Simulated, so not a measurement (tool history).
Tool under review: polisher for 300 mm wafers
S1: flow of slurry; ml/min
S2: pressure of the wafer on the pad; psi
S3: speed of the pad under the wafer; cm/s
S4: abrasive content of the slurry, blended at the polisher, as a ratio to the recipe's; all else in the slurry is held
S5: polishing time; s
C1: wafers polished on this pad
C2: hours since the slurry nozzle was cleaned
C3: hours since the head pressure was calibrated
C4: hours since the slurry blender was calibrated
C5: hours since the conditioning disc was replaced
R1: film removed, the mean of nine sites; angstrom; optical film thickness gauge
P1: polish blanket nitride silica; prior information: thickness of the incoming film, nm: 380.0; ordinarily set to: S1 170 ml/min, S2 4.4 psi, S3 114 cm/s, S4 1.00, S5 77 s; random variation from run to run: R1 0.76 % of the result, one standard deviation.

run 1 hour=7.7 | S1=170 S2=4.4 S3=114 S4=1.00 S5=77 | C1=771 C2=245.3 C3=152.8 C4=148.7 C5=96.5 | R1=770.71
run 2 hour=14.6 | S1=100 S2=4.4 S3=114 S4=1.00 S5=77 | C1=820 C2=252.2 C3=159.7 C4=155.6 C5=103.4 | R1=684.71
run 3 hour=24.2 | S1=170 S2=4.4 S3=114 S4=1.00 S5=77 | C1=887 C2=261.8 C3=169.3 C4=165.2 C5=113.0 | R1=754.23
run 4 hour=33.1 | S1=255 S2=4.4 S3=114 S4=1.00 S5=77 | C1=949 C2=270.7 C3=178.2 C4=174.1 C5=121.9 | R1=804.09
-- hour=39.1 conditioning disc replaced and pad reconditioned
run 5 hour=39.4 | S1=170 S2=4.4 S3=166 S4=1.00 S5=77 | C1=993 C2=277.0 C3=184.5 C4=180.4 C5=0.4 | R1=1025.40
-- hour=39.5 slurry nozzle cleaned
run 6 hour=49.7 | S1=170 S2=4.4 S3=52 S4=1.00 S5=77 | C1=1065 C2=10.3 C3=194.8 C4=190.7 C5=10.7 | R1=412.97
run 7 hour=57.4 | S1=170 S2=4.4 S3=114 S4=1.30 S5=77 | C1=1119 C2=18.0 C3=202.5 C4=198.4 C5=18.4 | R1=854.17
run 8 hour=68.5 | S1=170 S2=4.4 S3=114 S4=1.40 S5=118 | C1=1197 C2=29.1 C3=213.6 C4=209.5 C5=29.5 | R1=1335.00
run 9 hour=82.0 | S1=170 S2=4.4 S3=114 S4=1.00 S5=77 | C1=1291 C2=42.6 C3=227.1 C4=223.0 C5=43.0 | R1=763.12
run 10 hour=88.0 | S1=170 S2=4.4 S3=114 S4=1.00 S5=77 | C1=1333 C2=48.6 C3=233.1 C4=229.0 C5=49.0 | R1=770.00
run 11 hour=93.9 | S1=170 S2=4.4 S3=114 S4=0.55 S5=77 | C1=1374 C2=54.5 C3=239.0 C4=234.9 C5=54.9 | R1=558.27
run 12 hour=100.8 | S1=170 S2=4.4 S3=114 S4=1.00 S5=115 | C1=1423 C2=61.4 C3=245.9 C4=241.8 C5=61.8 | R1=1167.10
run 13 hour=106.7 | S1=170 S2=2.0 S3=114 S4=1.00 S5=77 | C1=1464 C2=67.3 C3=251.8 C4=247.7 C5=67.7 | R1=347.36
run 14 hour=113.4 | S1=170 S2=4.4 S3=114 S4=1.00 S5=36 | C1=1511 C2=74.0 C3=258.5 C4=254.4 C5=74.4 | R1=358.77

Run 15 is up next; what results do you expect?
run 15 hour=125.5 | S1=170 S2=6.6 S3=114 S4=1.00 S5=77 | C1=1596 C2=86.1 C3=270.6 C4=266.5 C5=86.5 | R1=?

R1: 1144.40 angstrom

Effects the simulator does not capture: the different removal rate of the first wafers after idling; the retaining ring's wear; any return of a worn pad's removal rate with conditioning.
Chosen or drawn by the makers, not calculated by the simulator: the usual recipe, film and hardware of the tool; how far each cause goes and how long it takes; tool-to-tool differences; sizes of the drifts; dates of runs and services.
